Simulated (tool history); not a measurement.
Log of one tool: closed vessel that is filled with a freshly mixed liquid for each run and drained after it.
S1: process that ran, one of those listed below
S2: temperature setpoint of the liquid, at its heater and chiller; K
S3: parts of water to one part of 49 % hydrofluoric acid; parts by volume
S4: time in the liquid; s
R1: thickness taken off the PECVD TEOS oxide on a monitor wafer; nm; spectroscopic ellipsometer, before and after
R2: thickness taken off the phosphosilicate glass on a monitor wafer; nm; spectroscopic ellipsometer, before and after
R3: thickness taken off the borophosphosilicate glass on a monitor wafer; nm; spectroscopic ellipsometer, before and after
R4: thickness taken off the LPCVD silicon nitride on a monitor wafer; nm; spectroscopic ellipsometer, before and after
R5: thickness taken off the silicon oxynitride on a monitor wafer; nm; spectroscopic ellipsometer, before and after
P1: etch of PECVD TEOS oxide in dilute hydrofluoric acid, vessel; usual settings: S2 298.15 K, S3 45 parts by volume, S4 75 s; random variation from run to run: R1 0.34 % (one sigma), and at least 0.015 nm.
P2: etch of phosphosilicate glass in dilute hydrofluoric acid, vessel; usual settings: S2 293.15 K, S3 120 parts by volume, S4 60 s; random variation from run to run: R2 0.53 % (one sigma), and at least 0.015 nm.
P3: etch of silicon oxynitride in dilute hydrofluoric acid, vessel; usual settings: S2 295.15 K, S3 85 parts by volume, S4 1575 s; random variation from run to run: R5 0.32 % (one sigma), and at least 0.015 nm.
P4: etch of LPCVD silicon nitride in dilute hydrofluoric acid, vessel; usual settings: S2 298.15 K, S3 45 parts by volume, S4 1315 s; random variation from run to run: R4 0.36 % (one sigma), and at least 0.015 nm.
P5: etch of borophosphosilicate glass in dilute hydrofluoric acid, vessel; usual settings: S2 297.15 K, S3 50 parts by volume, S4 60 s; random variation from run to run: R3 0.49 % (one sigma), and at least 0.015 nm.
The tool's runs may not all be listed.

run,hour,S1,S2,S3,S4,R1,R2,R3,R4,R5
1,11.7,P1,298.15,45,75,28.122,,,,
2,26.1,P2,290.15,120,60,,39.971,,,
3,39.0,P5,301.65,50,60,,,84.471,,
4,47.6,P1,302.65,45,75,33.315,,,,
5,55.5,P1,298.15,45,75,28.036,,,,
6,66.9,P4,298.15,45,455,,,,5.7348,
7,83.6,P1,298.15,25,75,51.683,,,,
8,97.1,P1,298.15,45,30,11.151,,,,
9,112.3,P4,298.15,25,1315,,,,29.1810,
10,129.2,P4,294.15,45,1315,,,,12.5920,
11,142.2,P3,295.15,85,1575,,,,,29.594
12,159.0,P1,292.65,45,75,22.031,,,,
13,173.3,P5,297.15,50,60,,,70.017,,
14,189.9,P2,293.15,65,60,,89.295,,,
15,202.8,P1,298.15,75,75,16.150,,,,
16,218.4,P1,298.15,45,150,56.145,,,,
17,233.4,P2,293.15,120,95,,72.180,,,
18,242.8,P1,298.15,70,125,29.163,,,,
19,258.8,P1,298.15,45,75,28.049,,,,
20,272.8,P1,298.15,45,75,27.870,,,,
21,284.6,P3,295.15,85,1575,,,,,29.611
22,296.0,P3,303.15,85,1575,,,,,42.796
23,309.9,P4,298.15,45,1315,,,,16.4830,
24,326.6,P1,298.15,25,30,20.733,,,,
25,343.8,P5,297.15,80,60,,,42.118,,
26,357.0,P3,295.15,50,1575,,,,,51.607
27,372.2,P1,298.15,45,75,27.904,,,,
28,380.2,P5,297.15,50,30,,,34.976,,
29,390.2,P2,293.15,120,60,,45.243,,,
30,407.6,P1,298.15,45,75,27.995,,,,
31,420.7,P3,295.15,85,2390,,,,,45.080
32,438.3,P1,298.15,45,75,27.927,,,,
33,450.4,P1,298.15,45,75,28.731,,,,
34,466.2,P1,298.15,45,75,29.237,,,,
35,483.9,P1,298.15,45,75,29.710,,,,
36,498.5,P1,298.15,45,75,30.133,,,,
37,509.8,P1,298.15,45,75,30.233,,,,
38,520.9,P1,298.15,45,75,30.090,,,,
39,535.3,P1,298.15,45,75,30.274,,,,
40,549.1,P1,298.15,45,75,30.424,,,,
41,562.0,P1,298.15,45,75,30.422,,,,
42,570.6,P1,298.15,45,75,30.391,,,,
43,586.9,P1,298.15,45,75,30.572,,,,

What P1 gives has crept away from where it was. These 2 causes fit the log equally well, each at the size given:
A: hydrofluoric acid flow above the setpoint (%) = 8.26
B: liquid hotter than its thermometer reads (K) = 2.07
The creep began at about hour 438.3.

4 check runs are offered, one wafer each, their results left as question marks. Which one tells the causes apart?
check 1,603.2,P3,302.15,85,1575,,,,,?
check 2,603.2,P5,297.15,75,35,,,?,,
check 3,603.2,P4,298.15,25,1315,,,,?,
check 4,603.2,P2,290.15,120,85,,?,,,

What each check would give under each cause:
check,result,if A,if B
check 1,R5,44.799,45.152
check 2,R3,28.752,28.641
check 3,R4,31.6550,33.7160
check 4,R2,62.168,61.968
How far apart the two closest causes lie, in the result that separates them most: check 1 0.79 %; check 2 0.39 %; check 3 6.31 %; check 4 0.32 %
Check 3 tells the causes apart: in the others they would give nearly the same result.

Then check 3 was run and gave: R4 31.7530 nm. Which cause is it?

It is A: hydrofluoric acid flow above the setpoint (%).

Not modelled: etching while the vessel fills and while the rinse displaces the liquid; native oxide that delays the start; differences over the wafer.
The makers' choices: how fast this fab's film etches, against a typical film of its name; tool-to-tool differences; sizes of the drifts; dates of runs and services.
